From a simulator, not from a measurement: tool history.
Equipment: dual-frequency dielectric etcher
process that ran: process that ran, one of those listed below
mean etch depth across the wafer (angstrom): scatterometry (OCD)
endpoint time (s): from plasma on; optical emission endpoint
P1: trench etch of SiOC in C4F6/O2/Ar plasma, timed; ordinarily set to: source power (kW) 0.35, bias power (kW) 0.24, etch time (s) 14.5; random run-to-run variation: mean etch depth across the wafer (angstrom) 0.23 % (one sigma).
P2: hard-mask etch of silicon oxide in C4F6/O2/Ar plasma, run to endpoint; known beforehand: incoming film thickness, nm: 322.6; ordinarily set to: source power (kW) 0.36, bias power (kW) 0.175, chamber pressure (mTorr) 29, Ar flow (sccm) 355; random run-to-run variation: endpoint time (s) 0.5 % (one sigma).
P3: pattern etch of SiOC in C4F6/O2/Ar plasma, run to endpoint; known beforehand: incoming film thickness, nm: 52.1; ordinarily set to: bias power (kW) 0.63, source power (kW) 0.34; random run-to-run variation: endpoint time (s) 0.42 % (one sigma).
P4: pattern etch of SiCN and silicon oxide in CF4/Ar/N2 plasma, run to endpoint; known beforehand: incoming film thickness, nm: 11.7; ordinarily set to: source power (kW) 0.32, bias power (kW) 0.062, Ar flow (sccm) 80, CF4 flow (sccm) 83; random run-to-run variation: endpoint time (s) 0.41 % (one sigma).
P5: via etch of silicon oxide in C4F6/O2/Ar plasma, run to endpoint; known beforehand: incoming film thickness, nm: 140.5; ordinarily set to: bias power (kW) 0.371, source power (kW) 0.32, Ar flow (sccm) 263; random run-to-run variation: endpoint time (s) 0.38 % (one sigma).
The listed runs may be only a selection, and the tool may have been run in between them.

run	hour	process that ran	source power (kW)	bias power (kW)	etch time (s)	chamber pressure (mTorr)	Ar flow (sccm)	CF4 flow (sccm)	hours since the last wet clean	hours since the last source power generator calibration	hours since the last bias power generator calibration	mean etch depth across the wafer (angstrom)	endpoint time (s)
1	7.5	P1	0.35	0.24	14.5				118.2	827.2	895.9	320.32	
2	15.1	P2	0.36	0.175		29	209		125.8	834.8	903.5		101.21
3	23	P4	0.32	0.062			80	83	133.7	842.7	911.4		18.154
4	28.9	P1	0.35	0.168	14.5				139.6	848.6	917.3	283.71	
5	38.6	P1	0.35	0.24	14.5				149.3	858.3	927	317.46	
6	49	P3	0.24	0.63					159.7	868.7	937.4		19.558
7	59.9	P4	0.32	0.062			80	111	170.6	879.6	948.3		17.627
8	70.5	P4	0.32	0.04			80	83	181.2	890.2	958.9		20.759
9	81.2	P1	0.35	0.24	14.5				191.9	900.9	969.6	317.72	
# hour 89.8: bias power generator calibrated
10	90.3	P2	0.36	0.175		29	355		201	910	0.5		106.51
11	97.8	P2	0.36	0.175		37.5	355		208.5	917.5	8		110.27
12	104.5	P1	0.35	0.33	14.5				215.2	924.2	14.7	357.4	
13	115.3	P2	0.36	0.175		29	355		226	935	25.5		107.8
14	128.4	P1	0.35	0.24	14.5				239.1	948.1	38.6	317.36	
15	136.5	P5	0.32	0.371			263		247.2	956.2	46.7		37.363
16	148.5	P4	0.32	0.062			101	83	259.2	968.2	58.7		18.891
17	158.3	P1	0.35	0.24	9				269	978	68.5	198.28	
18	166.6	P5	0.32	0.371			263		277.3	986.3	76.8		37.365
19	177.4	P4	0.43	0.062			80	83	288.1	997.1	87.6		13.965
20	184.4	P1	0.35	0.191	18.5				295.1	1004.1	94.6	376.01	
21	194.5	P2	0.5	0.175		29	355		305.2	1014.2	104.7		94.117
22	203.1	P3	0.34	0.63					313.8	1022.8	113.3		17.19
23	214.6	P5	0.23	0.371			263		325.3	1034.3	124.8		41.926
24	227	P1	0.35	0.24	14.5				337.7	1046.7	137.2	317.67	
25	238.9	P1	0.27	0.24	14.5				349.6	1058.6	149.1	287.77	
# hour 239.8: wet clean of the chamber
26	251.2	P3	0.34	0.859					11.5	1070.9	161.4		15.132
27	260.7	P2	0.36	0.22		29	355		21	1080.4	170.9		99.225
28	269.8	P5	0.32	0.258			263		30.1	1089.5	180		42.306
29	281.1	P1	0.35	0.24	22				41.4	1100.8	191.3	484.82	
30	293.8	P1	0.44	0.24	14.5				54.1	1113.5	204	348.45	
31	301.1	P5	0.32	0.371			167		61.4	1120.8	211.3		35.429
32	309.8	P1	0.35	0.24	14.5				70.1	1129.5	220	318.96	
33	320.1	P1	0.35	0.24	14.5				80.4	1139.8	230.3	315.21	
34	329.8	P1	0.35	0.24	14.5				90.1	1149.5	240	315.77	
35	341.4	P1	0.35	0.24	14.5				101.7	1161.1	251.6	315.05	
36	351.8	P1	0.35	0.24	14.5				112.1	1171.5	262	315	
37	359.2	P1	0.35	0.24	14.5				119.5	1178.9	269.4	314.71	
# hour 365.9: wet clean of the chamber
38	367.7	P1	0.35	0.24	14.5				1.8	1187.4	277.9	314.4	
39	375.2	P1	0.35	0.24	14.5				9.3	1194.9	285.4	315.04	
40	386	P1	0.35	0.24	14.5				20.1	1205.7	296.2	313.57	
41	392.9	P1	0.35	0.24	14.5				27	1212.6	303.1	314.07	

The output of P1 has drifted from where it used to be. Each of the 2 causes below, taken at the size shown beside it, accounts for the log equally well:
A: source power that arrives under what is set, % = 3.71
B: bias power that arrives under what is set, % = 4.18
At approximately hour 309.8, the process output began to creep.
Excluded causes, each with its reason:
chamber walls in a state that lowers the etch rate, %: work on it at hour 365.9, done after the drift set in, did not restore what the process gave before

Of the 4 check runs below, each run on 2 wafers with the results averaged and each result still a question mark, which one would tell the listed causes apart?
check 1	399.8	P2	0.36	0.175		29	214						?
check 2	399.8	P3	0.34	0.755									?
check 3	399.8	P5	0.26	0.371			168						?
check 4	399.8	P4	0.32	0.041			80	110					?

Check results expected under each cause:
check	result	if A	if B
check 1	endpoint time (s)	102.84	102.71
check 2	endpoint time (s)	16.306	16.358
check 3	endpoint time (s)	38.937	38.997
check 4	endpoint time (s)	20.5	20.042
Gap, in per cent, between the two causes that each check separates least, read from the result that separates them most: check 1 0.13 %; check 2 0.32 %; check 3 0.15 %; check 4 2.26 %
Of the check runs offered, only check 4 discriminates between the causes; the rest would read about the same regardless of which cause applies.

After running check 4, the following was obtained: endpoint time (s) 20.49. Which cause does this point to?

Of the candidate causes, it is A: source power that arrives under what is set, %.
